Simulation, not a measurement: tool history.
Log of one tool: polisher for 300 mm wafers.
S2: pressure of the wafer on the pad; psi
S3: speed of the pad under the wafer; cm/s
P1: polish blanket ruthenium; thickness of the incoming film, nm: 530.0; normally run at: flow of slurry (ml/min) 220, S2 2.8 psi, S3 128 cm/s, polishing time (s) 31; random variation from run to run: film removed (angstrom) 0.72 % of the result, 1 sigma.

run 1 hour=14.7 | flow_of_slurry_(ml/min)=220 S2=2.8 S3=128 polishing_time_(s)=31 | film_removed_(angstrom)=662.04
run 2 hour=31.3 | flow_of_slurry_(ml/min)=220 S2=2.8 S3=128 polishing_time_(s)=31 | film_removed_(angstrom)=656.65
run 3 hour=43.8 | flow_of_slurry_(ml/min)=220 S2=2.8 S3=194 polishing_time_(s)=31 | film_removed_(angstrom)=1001.4
run 4 hour=54.7 | flow_of_slurry_(ml/min)=220 S2=3.9 S3=128 polishing_time_(s)=31 | film_removed_(angstrom)=909.76
run 5 hour=64.9 | flow_of_slurry_(ml/min)=220 S2=2.8 S3=128 polishing_time_(s)=31 | film_removed_(angstrom)=657.85
run 6 hour=80.1 | flow_of_slurry_(ml/min)=220 S2=2.8 S3=128 polishing_time_(s)=18 | film_removed_(angstrom)=389.05
run 7 hour=96.7 | flow_of_slurry_(ml/min)=220 S2=2.8 S3=128 polishing_time_(s)=31 | film_removed_(angstrom)=669.71
run 8 hour=107.7 | flow_of_slurry_(ml/min)=220 S2=2.8 S3=128 polishing_time_(s)=49 | film_removed_(angstrom)=1044.5
run 9 hour=120.3 | flow_of_slurry_(ml/min)=155 S2=2.8 S3=128 polishing_time_(s)=42 | film_removed_(angstrom)=852.19
-- hour=124.7 slurry nozzle cleaned
run 10 hour=129.4 | flow_of_slurry_(ml/min)=220 S2=2.8 S3=180 polishing_time_(s)=42 | film_removed_(angstrom)=1269.1
run 11 hour=144.3 | flow_of_slurry_(ml/min)=220 S2=1.5 S3=128 polishing_time_(s)=31 | film_removed_(angstrom)=356.81
run 12 hour=154 | flow_of_slurry_(ml/min)=130 S2=2.8 S3=128 polishing_time_(s)=31 | film_removed_(angstrom)=608
run 13 hour=167.3 | flow_of_slurry_(ml/min)=325 S2=2.8 S3=128 polishing_time_(s)=31 | film_removed_(angstrom)=700
run 14 hour=177.1 | flow_of_slurry_(ml/min)=290 S2=2.8 S3=160 polishing_time_(s)=31 | film_removed_(angstrom)=845.67
run 15 hour=185.7 | flow_of_slurry_(ml/min)=220 S2=2.8 S3=128 polishing_time_(s)=31 | film_removed_(angstrom)=662.56

The next listed run, before its measurement:
run 16 hour=196 | flow_of_slurry_(ml/min)=220 S2=2.8 S3=58 polishing_time_(s)=31 | film_removed_(angstrom)=?

{"run 16": {"film removed (angstrom)": 301.93}}
